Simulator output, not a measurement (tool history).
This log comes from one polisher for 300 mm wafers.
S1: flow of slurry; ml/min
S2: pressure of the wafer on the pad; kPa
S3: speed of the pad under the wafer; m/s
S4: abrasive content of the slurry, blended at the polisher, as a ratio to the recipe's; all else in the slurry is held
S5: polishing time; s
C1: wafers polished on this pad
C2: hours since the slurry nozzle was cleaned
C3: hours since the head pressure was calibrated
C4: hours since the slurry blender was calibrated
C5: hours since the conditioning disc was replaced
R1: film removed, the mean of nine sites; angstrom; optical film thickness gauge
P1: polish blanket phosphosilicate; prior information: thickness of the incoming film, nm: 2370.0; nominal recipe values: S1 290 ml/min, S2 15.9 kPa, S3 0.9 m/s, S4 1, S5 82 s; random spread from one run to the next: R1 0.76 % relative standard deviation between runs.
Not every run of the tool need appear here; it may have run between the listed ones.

Run 1, hour 10.2: S1 290 ml/min, S2 15.9 kPa, S3 0.9 m/s, S4 1, S5 82 s; C1 576; C2 192.2; C3 345.9; C4 111.9; C5 108.2. Result: R1 4038.3 angstrom.
At hour 23.2: slurry nozzle cleaned.
Run 2, hour 24.6: S1 290 ml/min, S2 15.9 kPa, S3 0.9 m/s, S4 1, S5 82 s; C1 683; C2 1.4; C3 360.3; C4 126.3; C5 122.6. Result: R1 4093.1 angstrom.
Run 3, hour 33.3: S1 290 ml/min, S2 10.3 kPa, S3 0.9 m/s, S4 1, S5 82 s; C1 748; C2 10.1; C3 369; C4 135; C5 131.3. Result: R1 2651.3 angstrom.
Run 4, hour 43.7: S1 290 ml/min, S2 15.9 kPa, S3 0.9 m/s, S4 1, S5 37 s; C1 825; C2 20.5; C3 379.4; C4 145.4; C5 141.7. Result: R1 1845.2 angstrom.
Run 5, hour 55.1: S1 290 ml/min, S2 15.9 kPa, S3 0.9 m/s, S4 1, S5 82 s; C1 909; C2 31.9; C3 390.8; C4 156.8; C5 153.1. Result: R1 4026.3 angstrom.
Run 6, hour 63.3: S1 290 ml/min, S2 15.9 kPa, S3 0.44 m/s, S4 1, S5 82 s; C1 970; C2 40.1; C3 399; C4 165; C5 161.3. Result: R1 2274.7 angstrom.
Run 7, hour 72.1: S1 175 ml/min, S2 15.9 kPa, S3 0.9 m/s, S4 1, S5 82 s; C1 1035; C2 48.9; C3 407.8; C4 173.8; C5 170.1. Result: R1 3863.6 angstrom.
Run 8, hour 87.1: S1 290 ml/min, S2 15.9 kPa, S3 1.24 m/s, S4 1, S5 82 s; C1 1147; C2 63.9; C3 422.8; C4 188.8; C5 185.1. Result: R1 5189.2 angstrom.
At hour 91.8: slurry blender recalibrated.
Run 9, hour 94.7: S1 290 ml/min, S2 15.9 kPa, S3 0.9 m/s, S4 1, S5 82 s; C1 1203; C2 71.5; C3 430.4; C4 3; C5 192.7. Result: R1 4047.4 angstrom.
Run 10, hour 106.1: S1 290 ml/min, S2 15.9 kPa, S3 0.9 m/s, S4 0.6, S5 82 s; C1 1288; C2 82.9; C3 441.8; C4 14.4; C5 204.1. Result: R1 3121.6 angstrom.
Run 11, hour 118.8: S1 290 ml/min, S2 6.9 kPa, S3 0.9 m/s, S4 1.25, S5 82 s; C1 1382; C2 95.6; C3 454.5; C4 27.1; C5 216.8. Result: R1 1963.3 angstrom.
Run 12, hour 128.5: S1 420 ml/min, S2 15.9 kPa, S3 0.9 m/s, S4 1, S5 82 s; C1 1454; C2 105.3; C3 464.2; C4 36.8; C5 226.5. Result: R1 4201.9 angstrom.
Run 13, hour 140.7: S1 290 ml/min, S2 15.9 kPa, S3 0.9 m/s, S4 1, S5 118 s; C1 1544; C2 117.5; C3 476.4; C4 49; C5 238.7. Result: R1 5903.8 angstrom.
Run 14, hour 150.3: S1 290 ml/min, S2 15.9 kPa, S3 0.9 m/s, S4 0.55, S5 115 s; C1 1616; C2 127.1; C3 486; C4 58.6; C5 248.3. Result: R1 4184.9 angstrom.
At hour 154.8: head pressure recalibrated.
Run 15, hour 164: S1 290 ml/min, S2 15.9 kPa, S3 0.9 m/s, S4 1, S5 82 s; C1 1717; C2 140.8; C3 9.2; C4 72.3; C5 262. Result: R1 4038.7 angstrom.
Run 16, hour 171.8: S1 290 ml/min, S2 23.4 kPa, S3 0.9 m/s, S4 1, S5 82 s; C1 1775; C2 148.6; C3 17; C4 80.1; C5 269.8. Result: R1 5940.9 angstrom.
Run 17, hour 180.2: S1 290 ml/min, S2 15.9 kPa, S3 0.9 m/s, S4 1.4, S5 82 s; C1 1838; C2 157; C3 25.4; C4 88.5; C5 278.2. Result: R1 4608.9 angstrom.

Forecast run 18:
Run 18, hour 195.2: S1 290 ml/min, S2 15.9 kPa, S3 0.9 m/s, S4 1, S5 82 s; C1 1949; C2 172; C3 40.4; C4 103.5; C5 293.2. Result: R1 ?.

R1: 4025.9 angstrom
